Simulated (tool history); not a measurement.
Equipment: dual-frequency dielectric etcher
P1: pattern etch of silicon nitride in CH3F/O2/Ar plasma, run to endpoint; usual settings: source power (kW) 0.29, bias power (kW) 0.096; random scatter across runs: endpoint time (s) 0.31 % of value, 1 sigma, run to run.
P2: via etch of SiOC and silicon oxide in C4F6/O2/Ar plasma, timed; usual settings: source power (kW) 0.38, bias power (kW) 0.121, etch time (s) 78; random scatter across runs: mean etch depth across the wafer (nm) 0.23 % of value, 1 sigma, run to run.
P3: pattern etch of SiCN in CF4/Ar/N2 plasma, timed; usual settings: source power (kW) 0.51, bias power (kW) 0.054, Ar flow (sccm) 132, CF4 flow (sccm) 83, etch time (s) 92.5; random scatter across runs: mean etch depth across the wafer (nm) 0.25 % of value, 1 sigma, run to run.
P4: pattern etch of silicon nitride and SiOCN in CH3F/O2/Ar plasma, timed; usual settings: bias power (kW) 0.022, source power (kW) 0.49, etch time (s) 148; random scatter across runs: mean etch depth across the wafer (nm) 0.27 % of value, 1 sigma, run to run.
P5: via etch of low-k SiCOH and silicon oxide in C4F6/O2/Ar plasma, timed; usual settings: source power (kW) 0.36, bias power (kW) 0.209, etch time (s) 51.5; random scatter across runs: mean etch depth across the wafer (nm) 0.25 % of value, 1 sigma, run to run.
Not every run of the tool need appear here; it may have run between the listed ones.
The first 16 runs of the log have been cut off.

| run | hour | process that ran | source power (kW) | bias power (kW) | etch time (s) | Ar flow (sccm) | CF4 flow (sccm) | hours since the last wet clean | hours since the last source power generator calibration | hours since the last bias power generator calibration | endpoint time (s) | mean etch depth across the wafer (nm) |
|---|---|---|---|---|---|---|---|---|---|---|---|---|
| 17 | 189.8 | P4 | 0.49 | 0.012 | 148 |  |  | 326.9 | 1463.4 | 1517 |  | 16.864 |
| 18 | 199.5 | P1 | 0.29 | 0.131 |  |  |  | 336.6 | 1473.1 | 1526.7 | 51.448 |  |
| 19 | 211.4 | P1 | 0.37 | 0.096 |  |  |  | 348.5 | 1485 | 1538.6 | 53.103 |  |
| 20 | 219.1 | P4 | 0.49 | 0.022 | 148 |  |  | 356.2 | 1492.7 | 1546.3 |  | 21.594 |
| 21 | 230.9 | P5 | 0.43 | 0.209 | 51.5 |  |  | 368 | 1504.5 | 1558.1 |  | 146.26 |
| 22 | 244.7 | P3 | 0.51 | 0.054 | 92.5 | 132 | 83 | 381.8 | 1518.3 | 1571.9 |  | 78.581 |
| 23 | 256.9 | P1 | 0.2 | 0.096 |  |  |  | 394 | 1530.5 | 1584.1 | 66.969 |  |
| 24 | 272.1 | P1 | 0.29 | 0.066 |  |  |  | 409.2 | 1545.7 | 1599.3 | 66.578 |  |
| 25 | 280.2 | P1 | 0.19 | 0.059 |  |  |  | 417.3 | 1553.8 | 1607.4 | 80.921 |  |
| 26 | 291.6 | P2 | 0.28 | 0.121 | 78 |  |  | 428.7 | 1565.2 | 1618.8 |  | 66.905 |
| 27 | 302.6 | P3 | 0.51 | 0.054 | 92.5 | 132 | 48 | 439.7 | 1576.2 | 1629.8 |  | 70.693 |
| 28 | 317.4 | P1 | 0.29 | 0.096 |  |  |  | 454.5 | 1591 | 1644.6 | 57.957 |  |

Run 29 is up next; what results do you expect?
| 29 | 326.7 | P3 | 0.51 | 0.054 | 129.5 | 132 | 83 | 463.8 | 1600.3 | 1653.9 |  | ? |

Run 29 measured mean etch depth across the wafer (nm) 109.49.

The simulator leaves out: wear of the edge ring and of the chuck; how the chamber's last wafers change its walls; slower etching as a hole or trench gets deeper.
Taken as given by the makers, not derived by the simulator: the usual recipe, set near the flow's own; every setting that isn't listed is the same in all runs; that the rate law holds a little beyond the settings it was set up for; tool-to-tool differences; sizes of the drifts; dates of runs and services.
